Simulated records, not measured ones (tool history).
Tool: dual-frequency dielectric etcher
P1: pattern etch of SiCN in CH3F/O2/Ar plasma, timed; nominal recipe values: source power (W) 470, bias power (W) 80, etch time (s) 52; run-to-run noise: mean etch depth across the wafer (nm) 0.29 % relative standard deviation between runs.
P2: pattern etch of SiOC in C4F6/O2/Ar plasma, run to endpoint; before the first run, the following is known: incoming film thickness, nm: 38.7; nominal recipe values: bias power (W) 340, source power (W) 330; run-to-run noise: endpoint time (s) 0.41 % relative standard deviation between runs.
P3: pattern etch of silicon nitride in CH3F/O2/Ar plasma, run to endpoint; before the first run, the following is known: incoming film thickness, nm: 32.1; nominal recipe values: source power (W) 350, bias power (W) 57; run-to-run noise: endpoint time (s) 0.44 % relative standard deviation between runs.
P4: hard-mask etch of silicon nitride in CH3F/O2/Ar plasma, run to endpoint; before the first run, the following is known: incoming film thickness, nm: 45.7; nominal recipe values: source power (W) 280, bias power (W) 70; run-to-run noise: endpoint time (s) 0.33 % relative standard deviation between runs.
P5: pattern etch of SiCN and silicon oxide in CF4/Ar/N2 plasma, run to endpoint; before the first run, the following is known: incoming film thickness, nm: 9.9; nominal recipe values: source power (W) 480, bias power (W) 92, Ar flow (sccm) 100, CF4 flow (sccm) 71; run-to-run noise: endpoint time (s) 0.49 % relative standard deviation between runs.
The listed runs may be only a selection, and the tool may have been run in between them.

| run | hour | process that ran | source power (W) | bias power (W) | etch time (s) | Ar flow (sccm) | CF4 flow (sccm) | mean etch depth across the wafer (nm) | endpoint time (s) |
|---|---|---|---|---|---|---|---|---|---|
| 1 | 9.8 | P1 | 470 | 80 | 52 |  |  | 20.989 |  |
| 2 | 24.6 | P4 | 280 | 70 |  |  |  |  | 76.461 |
| 3 | 38.4 | P1 | 590 | 80 | 38.5 |  |  | 16.962 |  |
| 4 | 49.8 | P5 | 480 | 92 |  | 100 | 71 |  | 9.9125 |
| 5 | 60 | P1 | 470 | 80 | 52 |  |  | 21.062 |  |
| 6 | 67.4 | P4 | 380 | 70 |  |  |  |  | 68.396 |
| 7 | 81.8 | P1 | 580 | 80 | 52 |  |  | 22.764 |  |
| 8 | 89.3 | P5 | 480 | 73 |  | 100 | 71 |  | 10.656 |
| 9 | 98.1 | P1 | 470 | 80 | 52 |  |  | 21.034 |  |
| 10 | 110.7 | P5 | 320 | 92 |  | 100 | 71 |  | 14.05 |
| 11 | 119.3 | P2 | 330 | 221 |  |  |  |  | 18.988 |
| 12 | 135.5 | P3 | 350 | 75 |  |  |  |  | 47.247 |
| 13 | 150.5 | P4 | 280 | 52 |  |  |  |  | 84.267 |
| 14 | 165 | P1 | 470 | 103 | 52 |  |  | 23.046 |  |
| 15 | 173.8 | P3 | 350 | 57 |  |  |  |  | 52.585 |
| 16 | 189.2 | P1 | 470 | 80 | 52 |  |  | 21.087 |  |
| 17 | 205.1 | P3 | 440 | 57 |  |  |  |  | 48.064 |
| 18 | 215.8 | P1 | 470 | 80 | 63.5 |  |  | 25.595 |  |
| 19 | 231.9 | P5 | 480 | 92 |  | 126 | 71 |  | 10.169 |
| 20 | 247.8 | P1 | 270 | 80 | 52 |  |  | 17.124 |  |
| 21 | 263.3 | P1 | 470 | 60 | 52 |  |  | 19.077 |  |
| 22 | 275.1 | P5 | 480 | 92 |  | 100 | 44 |  | 10.565 |
| 23 | 288.6 | P3 | 350 | 57 |  |  |  |  | 52.388 |
| 24 | 301.4 | P1 | 370 | 65 | 52 |  |  | 17.878 |  |
| 25 | 308.9 | P1 | 470 | 80 | 32.5 |  |  | 13.154 |  |
| 26 | 318 | P2 | 440 | 340 |  |  |  |  | 14.616 |
| 27 | 326.1 | P1 | 470 | 80 | 52 |  |  | 20.987 |  |
| 28 | 342.3 | P2 | 330 | 340 |  |  |  |  | 16.346 |
| 29 | 352.4 | P1 | 470 | 80 | 52 |  |  | 21.06 |  |
| 30 | 368 | P1 | 470 | 80 | 52 |  |  | 20.864 |  |
| 31 | 376.3 | P1 | 470 | 80 | 52 |  |  | 20.819 |  |
| 32 | 389.7 | P1 | 470 | 80 | 52 |  |  | 20.754 |  |
| 33 | 397.9 | P1 | 470 | 80 | 52 |  |  | 20.819 |  |
| 34 | 411.9 | P1 | 470 | 80 | 52 |  |  | 20.804 |  |
| 35 | 424.8 | P1 | 470 | 80 | 52 |  |  | 20.803 |  |
| 36 | 440.2 | P1 | 470 | 80 | 52 |  |  | 20.687 |  |
|  | 445.6 | wet clean of the chamber |
| 37 | 451.3 | P1 | 470 | 80 | 52 |  |  | 20.759 |  |
| 38 | 458.9 | P1 | 470 | 80 | 52 |  |  | 20.725 |  |
| 39 | 467.8 | P1 | 470 | 80 | 52 |  |  | 20.662 |  |
| 40 | 478.4 | P1 | 470 | 80 | 52 |  |  | 20.8 |  |

Compared with where it was, what P1 gives has crept away. Each cause listed below fits the log as well as the rest, at the size given for it:
A: bias power that arrives under what is set, % = 4.34
B: source power that arrives under what is set, % = 4.12
The creep began at about hour 352.4.
Excluded causes, each with its reason:
chamber walls in a state that lowers the etch rate, %: was serviced at hour 445.6, once the creep was under way, yet the earlier output never came back

The list below offers 4 check runs, each averaging the results of 3 wafers, and shows each result as a question mark. For which of them would the listed causes give clearly different results?
| check 1 | 489 | P4 | 360 | 70 |  |  |  |  | ? |
| check 2 | 489 | P2 | 400 | 340 |  |  |  |  | ? |
| check 3 | 489 | P5 | 480 | 92 |  | 100 | 52 |  | ? |
| check 4 | 489 | P3 | 350 | 74 |  |  |  |  | ? |

How each check would come out, cause by cause:
| check | result | if A | if B |
|---|---|---|---|
| check 1 | endpoint time (s) | 70.488 | 70.543 |
| check 2 | endpoint time (s) | 15.392 | 15.396 |
| check 3 | endpoint time (s) | 10.525 | 10.742 |
| check 4 | endpoint time (s) | 48.779 | 48.804 |
Gap, in per cent, between the two causes that each check separates least, read from the result that separates them most: check 1 0.08 %; check 2 0.03 %; check 3 2.04 %; check 4 0.05 %
Of the check runs offered, only check 3 discriminates between the causes; the rest would read about the same regardless of which cause applies.

Check 3 has now been run. It gave: endpoint time (s) 10.78. Which of the candidate causes is it?

It was cause B: source power that arrives under what is set, %.

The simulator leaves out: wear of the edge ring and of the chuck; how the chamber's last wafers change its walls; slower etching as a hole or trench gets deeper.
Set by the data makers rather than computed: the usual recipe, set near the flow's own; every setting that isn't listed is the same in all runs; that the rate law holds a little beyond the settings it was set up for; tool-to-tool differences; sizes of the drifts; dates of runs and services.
